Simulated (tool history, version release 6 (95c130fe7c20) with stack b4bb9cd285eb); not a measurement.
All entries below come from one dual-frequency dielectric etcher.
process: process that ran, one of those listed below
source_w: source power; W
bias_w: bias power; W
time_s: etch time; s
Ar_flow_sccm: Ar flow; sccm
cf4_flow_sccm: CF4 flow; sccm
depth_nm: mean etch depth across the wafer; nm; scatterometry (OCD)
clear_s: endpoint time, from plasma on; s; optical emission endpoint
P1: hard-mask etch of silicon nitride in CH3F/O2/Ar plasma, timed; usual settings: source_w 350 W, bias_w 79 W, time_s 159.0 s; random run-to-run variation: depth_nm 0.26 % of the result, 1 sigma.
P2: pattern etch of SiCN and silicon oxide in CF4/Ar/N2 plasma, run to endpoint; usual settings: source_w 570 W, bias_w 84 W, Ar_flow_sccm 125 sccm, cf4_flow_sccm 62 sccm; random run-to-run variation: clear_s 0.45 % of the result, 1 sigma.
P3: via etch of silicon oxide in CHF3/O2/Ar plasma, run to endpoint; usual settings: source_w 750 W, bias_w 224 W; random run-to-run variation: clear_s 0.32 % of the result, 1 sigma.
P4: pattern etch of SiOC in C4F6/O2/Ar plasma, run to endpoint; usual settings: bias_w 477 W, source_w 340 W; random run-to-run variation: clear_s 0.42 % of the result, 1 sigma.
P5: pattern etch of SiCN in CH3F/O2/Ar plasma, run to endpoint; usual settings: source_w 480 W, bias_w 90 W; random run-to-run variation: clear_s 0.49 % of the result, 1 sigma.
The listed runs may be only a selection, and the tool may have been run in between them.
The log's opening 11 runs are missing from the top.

run	hour	process	source_w	bias_w	time_s	Ar_flow_sccm	cf4_flow_sccm	depth_nm	clear_s
12	135.1	P1	350	79	159.0			108.960	
13	143.3	P3	750	150					283.820
14	156.8	P5	480	127					17.806
15	170.8	P4	340	339					17.281
16	184.7	P1	350	79	159.0			109.520	
17	195.9	P5	480	90					20.436
18	205.3	P1	350	48	235.0			137.470	
19	220.2	P1	350	79	224.0			154.430	
20	229.8	P1	350	79	159.0			109.480	
21	242.2	P2	770	84		125	62		11.217
22	252.0	P1	350	63	159.0			101.440	
23	265.1	P1	350	112	159.0			124.170	
24	279.8	P1	470	79	159.0			123.340	
25	294.5	P4	460	477					13.629
26	309.6	P4	340	477					15.284
27	323.1	P1	350	79	159.0			110.330	
28	339.0	P1	350	79	159.0			109.130	
29	350.0	P1	350	79	159.0			109.860	
30	360.0	P1	350	79	159.0			110.700	
31	369.1	P1	350	79	159.0			110.790	
32	382.6	P1	350	79	159.0			110.610	
# hour 388.6: wet clean of the chamber
33	392.9	P1	350	79	159.0			110.620	
34	408.4	P1	350	79	159.0			111.280	

For run 35, what comes out?
35	418.3	P1	350	79	159.0			?	

depth_nm: 111.010 nm
